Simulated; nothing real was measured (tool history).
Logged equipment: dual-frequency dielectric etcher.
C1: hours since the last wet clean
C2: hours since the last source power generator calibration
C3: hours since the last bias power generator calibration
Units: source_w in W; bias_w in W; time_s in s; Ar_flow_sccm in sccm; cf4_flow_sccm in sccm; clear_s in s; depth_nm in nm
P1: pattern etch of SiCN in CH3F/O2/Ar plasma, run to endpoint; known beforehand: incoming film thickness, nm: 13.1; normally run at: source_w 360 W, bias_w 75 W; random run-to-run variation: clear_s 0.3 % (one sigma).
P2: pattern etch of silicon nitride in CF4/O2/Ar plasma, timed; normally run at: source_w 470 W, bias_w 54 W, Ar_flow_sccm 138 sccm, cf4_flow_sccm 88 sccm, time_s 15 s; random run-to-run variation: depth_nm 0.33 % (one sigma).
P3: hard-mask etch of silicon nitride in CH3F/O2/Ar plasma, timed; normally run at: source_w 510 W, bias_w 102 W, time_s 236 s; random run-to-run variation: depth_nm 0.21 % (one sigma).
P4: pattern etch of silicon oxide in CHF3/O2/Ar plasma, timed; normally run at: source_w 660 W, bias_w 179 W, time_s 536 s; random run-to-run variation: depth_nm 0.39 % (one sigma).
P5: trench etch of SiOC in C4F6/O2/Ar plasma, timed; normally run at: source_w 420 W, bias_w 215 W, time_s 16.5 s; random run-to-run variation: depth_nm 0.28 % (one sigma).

Run 1, day 0.275: process P1, source_w 360 W, bias_w 75 W; C1 189.5; C2 298.2; C3 2440.7. Result: clear_s 36.562 s.
Run 2, day 0.479: process P4, source_w 660 W, bias_w 179 W, time_s 536 s; C1 194.4; C2 303.1; C3 2445.6. Result: depth_nm 1089.3 nm.
Run 3, day 0.629: process P1, source_w 360 W, bias_w 105 W; C1 198; C2 306.7; C3 2449.2. Result: clear_s 32.201 s.
At day 0.792: source power generator calibrated.
Run 4, day 0.858: process P2, source_w 470 W, bias_w 54 W, time_s 15 s, Ar_flow_sccm 92 sccm, cf4_flow_sccm 88 sccm; C1 203.5; C2 1.7; C3 2454.7. Result: depth_nm 27.588 nm.
Run 5, day 1.021: process P1, source_w 360 W, bias_w 75 W; C1 207.4; C2 5.6; C3 2458.6. Result: clear_s 36.546 s.
Run 6, day 1.229: process P1, source_w 360 W, bias_w 75 W; C1 212.4; C2 10.6; C3 2463.6. Result: clear_s 36.675 s.
Run 7, day 1.358: process P4, source_w 660 W, bias_w 179 W, time_s 394.5 s; C1 215.5; C2 13.7; C3 2466.7. Result: depth_nm 808.75 nm.
Run 8, day 1.521: process P2, source_w 470 W, bias_w 54 W, time_s 15 s, Ar_flow_sccm 138 sccm, cf4_flow_sccm 110 sccm; C1 219.4; C2 17.6; C3 2470.6. Result: depth_nm 26.866 nm.
Run 9, day 1.675: process P1, source_w 360 W, bias_w 75 W; C1 223.1; C2 21.3; C3 2474.3. Result: clear_s 36.697 s.
Run 10, day 1.858: process P1, source_w 270 W, bias_w 75 W; C1 227.5; C2 25.7; C3 2478.7. Result: clear_s 40.62 s.
Run 11, day 2.125: process P1, source_w 220 W, bias_w 49 W; C1 233.9; C2 32.1; C3 2485.1. Result: clear_s 51.27 s.
Run 12, day 2.25: process P3, source_w 510 W, bias_w 102 W, time_s 236 s; C1 236.9; C2 35.1; C3 2488.1. Result: depth_nm 203.32 nm.
Run 13, day 2.4: process P2, source_w 470 W, bias_w 54 W, time_s 15 s, Ar_flow_sccm 138 sccm, cf4_flow_sccm 88 sccm; C1 240.5; C2 38.7; C3 2491.7. Result: depth_nm 26.196 nm.
Run 14, day 2.529: process P2, source_w 470 W, bias_w 70 W, time_s 15 s, Ar_flow_sccm 138 sccm, cf4_flow_sccm 88 sccm; C1 243.6; C2 41.8; C3 2494.8. Result: depth_nm 29.065 nm.
Run 15, day 2.792: process P4, source_w 660 W, bias_w 250 W, time_s 536 s; C1 249.9; C2 48.1; C3 2501.1. Result: depth_nm 1233.1 nm.
Run 16, day 2.946: process P5, source_w 420 W, bias_w 215 W, time_s 16.5 s; C1 253.6; C2 51.8; C3 2504.8. Result: depth_nm 35.891 nm.
Run 17, day 3.104: process P3, source_w 330 W, bias_w 102 W, time_s 236 s; C1 257.4; C2 55.6; C3 2508.6. Result: depth_nm 173.19 nm.
Run 18, day 3.304: process P5, source_w 420 W, bias_w 215 W, time_s 16.5 s; C1 262.2; C2 60.4; C3 2513.4. Result: depth_nm 35.774 nm.
Run 19, day 3.462: process P1, source_w 360 W, bias_w 75 W; C1 266; C2 64.2; C3 2517.2. Result: clear_s 36.64 s.
Run 20, day 3.633: process P1, source_w 360 W, bias_w 45 W; C1 270.1; C2 68.3; C3 2521.3. Result: clear_s 43.527 s.
Run 21, day 3.767: process P2, source_w 470 W, bias_w 54 W, time_s 9 s, Ar_flow_sccm 138 sccm, cf4_flow_sccm 88 sccm; C1 273.3; C2 71.5; C3 2524.5. Result: depth_nm 15.544 nm.
Run 22, day 3.95: process P4, source_w 460 W, bias_w 179 W, time_s 536 s; C1 277.7; C2 75.9; C3 2528.9. Result: depth_nm 960.5 nm.
Run 23, day 4.138: process P3, source_w 510 W, bias_w 102 W, time_s 287 s; C1 282.2; C2 80.4; C3 2533.4. Result: depth_nm 247.15 nm.
Run 24, day 4.342: process P2, source_w 330 W, bias_w 54 W, time_s 15 s, Ar_flow_sccm 138 sccm, cf4_flow_sccm 88 sccm; C1 287.1; C2 85.3; C3 2538.3. Result: depth_nm 19.279 nm.

What does the tool deliver on the next run?
Run 25, day 4.521: process P1, source_w 360 W, bias_w 75 W; C1 291.4; C2 89.6; C3 2542.6. Result: clear_s ?.

Run 25 gave clear_s 36.434 s.
